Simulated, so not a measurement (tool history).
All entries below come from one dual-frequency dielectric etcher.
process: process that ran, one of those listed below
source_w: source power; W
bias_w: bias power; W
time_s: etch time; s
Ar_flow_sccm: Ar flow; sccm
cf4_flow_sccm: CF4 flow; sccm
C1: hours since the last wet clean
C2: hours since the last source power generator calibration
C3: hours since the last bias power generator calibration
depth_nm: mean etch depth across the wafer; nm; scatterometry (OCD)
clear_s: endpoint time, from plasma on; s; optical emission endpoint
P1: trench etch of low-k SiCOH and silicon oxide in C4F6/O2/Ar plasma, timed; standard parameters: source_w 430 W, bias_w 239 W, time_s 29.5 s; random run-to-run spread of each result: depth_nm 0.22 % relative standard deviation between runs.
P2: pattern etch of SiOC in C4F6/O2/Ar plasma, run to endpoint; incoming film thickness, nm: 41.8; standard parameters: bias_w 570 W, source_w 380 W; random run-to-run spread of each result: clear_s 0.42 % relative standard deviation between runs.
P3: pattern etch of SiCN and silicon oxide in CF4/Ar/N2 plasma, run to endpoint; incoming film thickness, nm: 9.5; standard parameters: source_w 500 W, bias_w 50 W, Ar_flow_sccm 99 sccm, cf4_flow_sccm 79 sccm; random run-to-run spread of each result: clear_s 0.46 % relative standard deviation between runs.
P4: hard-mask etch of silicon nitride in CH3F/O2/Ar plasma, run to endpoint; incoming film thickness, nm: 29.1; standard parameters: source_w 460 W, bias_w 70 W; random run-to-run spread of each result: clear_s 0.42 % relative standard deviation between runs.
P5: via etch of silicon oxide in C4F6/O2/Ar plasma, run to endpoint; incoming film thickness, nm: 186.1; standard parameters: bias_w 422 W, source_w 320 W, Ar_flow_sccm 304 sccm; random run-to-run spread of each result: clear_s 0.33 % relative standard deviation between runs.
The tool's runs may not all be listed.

run 1 hour=10 | process=P1 source_w=430 bias_w=239 time_s=29.5 | C1=277.3 C2=1803.9 C3=911.9 | depth_nm=100.93
run 2 hour=22.3 | process=P2 source_w=380 bias_w=800 | C1=289.6 C2=1816.2 C3=924.2 | clear_s=12.129
run 3 hour=32.2 | process=P3 source_w=500 bias_w=34 Ar_flow_sccm=99 cf4_flow_sccm=79 | C1=299.5 C2=1826.1 C3=934.1 | clear_s=12.633
run 4 hour=41.9 | process=P5 source_w=320 bias_w=599 Ar_flow_sccm=304 | C1=309.2 C2=1835.8 C3=943.8 | clear_s=43.068
run 5 hour=51.7 | process=P1 source_w=430 bias_w=164 time_s=29.5 | C1=319 C2=1845.6 C3=953.6 | depth_nm=89.483
run 6 hour=58.7 | process=P1 source_w=430 bias_w=239 time_s=29.5 | C1=326 C2=1852.6 C3=960.6 | depth_nm=100.66
run 7 hour=69.3 | process=P4 source_w=460 bias_w=95 | C1=336.6 C2=1863.2 C3=971.2 | clear_s=35.848
run 8 hour=76.7 | process=P2 source_w=230 bias_w=570 | C1=344 C2=1870.6 C3=978.6 | clear_s=16.458
run 9 hour=84.9 | process=P1 source_w=430 bias_w=239 time_s=29.5 | C1=352.2 C2=1878.8 C3=986.8 | depth_nm=100.94
run 10 hour=92.2 | process=P2 source_w=380 bias_w=570 | C1=359.5 C2=1886.1 C3=994.1 | clear_s=13.788
run 11 hour=99.5 | process=P3 source_w=500 bias_w=50 Ar_flow_sccm=99 cf4_flow_sccm=79 | C1=366.8 C2=1893.4 C3=1001.4 | clear_s=11.23
run 12 hour=112.4 | process=P3 source_w=680 bias_w=50 Ar_flow_sccm=99 cf4_flow_sccm=79 | C1=379.7 C2=1906.3 C3=1014.3 | clear_s=8.4446
-- hour=113.6 bias power generator calibrated
run 13 hour=118.9 | process=P1 source_w=430 bias_w=152 time_s=18.5 | C1=386.2 C2=1912.8 C3=5.3 | depth_nm=54.887
run 14 hour=128.5 | process=P4 source_w=460 bias_w=70 | C1=395.8 C2=1922.4 C3=14.9 | clear_s=39.663
run 15 hour=134.6 | process=P1 source_w=430 bias_w=239 time_s=29.5 | C1=401.9 C2=1928.5 C3=21 | depth_nm=101.05
run 16 hour=146.4 | process=P5 source_w=320 bias_w=422 Ar_flow_sccm=304 | C1=413.7 C2=1940.3 C3=32.8 | clear_s=49.238
run 17 hour=153.8 | process=P1 source_w=430 bias_w=315 time_s=29.5 | C1=421.1 C2=1947.7 C3=40.2 | depth_nm=111.03
run 18 hour=160.7 | process=P1 source_w=430 bias_w=146 time_s=36 | C1=428 C2=1954.6 C3=47.1 | depth_nm=105.31
run 19 hour=170.1 | process=P1 source_w=300 bias_w=239 time_s=29.5 | C1=437.4 C2=1964 C3=56.5 | depth_nm=88.044
run 20 hour=176 | process=P1 source_w=430 bias_w=239 time_s=36.5 | C1=443.3 C2=1969.9 C3=62.4 | depth_nm=125.16
run 21 hour=188.4 | process=P1 source_w=430 bias_w=239 time_s=29.5 | C1=455.7 C2=1982.3 C3=74.8 | depth_nm=100.76
run 22 hour=199.8 | process=P1 source_w=430 bias_w=239 time_s=29.5 | C1=467.1 C2=1993.7 C3=86.2 | depth_nm=101.29
run 23 hour=211.2 | process=P2 source_w=380 bias_w=570 | C1=478.5 C2=2005.1 C3=97.6 | clear_s=13.914
run 24 hour=224.7 | process=P1 source_w=510 bias_w=239 time_s=29.5 | C1=492 C2=2018.6 C3=111.1 | depth_nm=107.69
run 25 hour=234.1 | process=P5 source_w=320 bias_w=422 Ar_flow_sccm=220 | C1=501.4 C2=2028 C3=120.5 | clear_s=47.411
run 26 hour=246.1 | process=P4 source_w=270 bias_w=70 | C1=513.4 C2=2040 C3=132.5 | clear_s=48.673
run 27 hour=252.3 | process=P1 source_w=430 bias_w=239 time_s=21.5 | C1=519.6 C2=2046.2 C3=138.7 | depth_nm=73.813
run 28 hour=261.3 | process=P5 source_w=210 bias_w=422 Ar_flow_sccm=304 | C1=528.6 C2=2055.2 C3=147.7 | clear_s=57.733
run 29 hour=270.8 | process=P3 source_w=500 bias_w=50 Ar_flow_sccm=99 cf4_flow_sccm=96 | C1=538.1 C2=2064.7 C3=157.2 | clear_s=10.868
run 30 hour=280.2 | process=P3 source_w=500 bias_w=50 Ar_flow_sccm=133 cf4_flow_sccm=79 | C1=547.5 C2=2074.1 C3=166.6 | clear_s=11.827
run 31 hour=289.6 | process=P1 source_w=430 bias_w=239 time_s=29.5 | C1=556.9 C2=2083.5 C3=176 | depth_nm=101
run 32 hour=301.1 | process=P1 source_w=430 bias_w=239 time_s=29.5 | C1=568.4 C2=2095 C3=187.5 | depth_nm=101.17
run 33 hour=313.9 | process=P1 source_w=430 bias_w=239 time_s=29.5 | C1=581.2 C2=2107.8 C3=200.3 | depth_nm=101.8
run 34 hour=322.9 | process=P1 source_w=430 bias_w=239 time_s=29.5 | C1=590.2 C2=2116.8 C3=209.3 | depth_nm=102.03
run 35 hour=335.5 | process=P1 source_w=430 bias_w=239 time_s=29.5 | C1=602.8 C2=2129.4 C3=221.9 | depth_nm=102.54
-- hour=339.4 wet clean of the chamber
run 36 hour=342 | process=P1 source_w=430 bias_w=239 time_s=29.5 | C1=2.7 C2=2135.9 C3=228.4 | depth_nm=102.64
run 37 hour=351.8 | process=P1 source_w=430 bias_w=239 time_s=29.5 | C1=12.5 C2=2145.7 C3=238.2 | depth_nm=102.21
run 38 hour=358.8 | process=P1 source_w=430 bias_w=239 time_s=29.5 | C1=19.5 C2=2152.7 C3=245.2 | depth_nm=102.44
run 39 hour=369.9 | process=P1 source_w=430 bias_w=239 time_s=29.5 | C1=30.6 C2=2163.8 C3=256.3 | depth_nm=102.44

The output of P1 has drifted from where it used to be. Each of the 2 causes below, taken at the size shown beside it, accounts for the log equally well:
A: source power that arrives over what is set, % = 3.79
B: bias power that arrives over what is set, % = 4.36
The onset of the drift is placed at about hour 301.1.
Every other cause this tool's parts could produce, and why it does not fit the log:
chamber walls in a state that raises the etch rate, %: maintenance at hour 339.4, after the shift began, did not return the process to its former output

You are offered 4 check runs, listed below with question marks in place of their results; each one averages 3 wafers. Which run separates the listed causes by giving clearly different results for each?
run check 1 hour=381 | process=P3 source_w=500 bias_w=37 Ar_flow_sccm=99 cf4_flow_sccm=91 | clear_s=?
run check 2 hour=381 | process=P2 source_w=250 bias_w=762 | clear_s=?
run check 3 hour=381 | process=P4 source_w=280 bias_w=89 | clear_s=?
run check 4 hour=381 | process=P5 source_w=320 bias_w=584 Ar_flow_sccm=247 | clear_s=?

What each check would give under each cause:
check=check_1 result=clear_s if_A=11.563 if_B=11.823
check=check_2 result=clear_s if_A=14.158 if_B=14.105
check=check_3 result=clear_s if_A=43.449 if_B=43.367
check=check_4 result=clear_s if_A=41.98 if_B=41.857
Separation of the two closest causes in each check, using whichever result separates them best: check 1 2.22 %; check 2 0.38 %; check 3 0.19 %; check 4 0.29 %
The other checks would show nearly matching results whichever cause is true, so check 1 is the only one that separates the causes.

The results of check 1 are: clear_s 11.572 s. Based on these, which of the listed causes is it?

A is the cause: source power that arrives over what is set, %.

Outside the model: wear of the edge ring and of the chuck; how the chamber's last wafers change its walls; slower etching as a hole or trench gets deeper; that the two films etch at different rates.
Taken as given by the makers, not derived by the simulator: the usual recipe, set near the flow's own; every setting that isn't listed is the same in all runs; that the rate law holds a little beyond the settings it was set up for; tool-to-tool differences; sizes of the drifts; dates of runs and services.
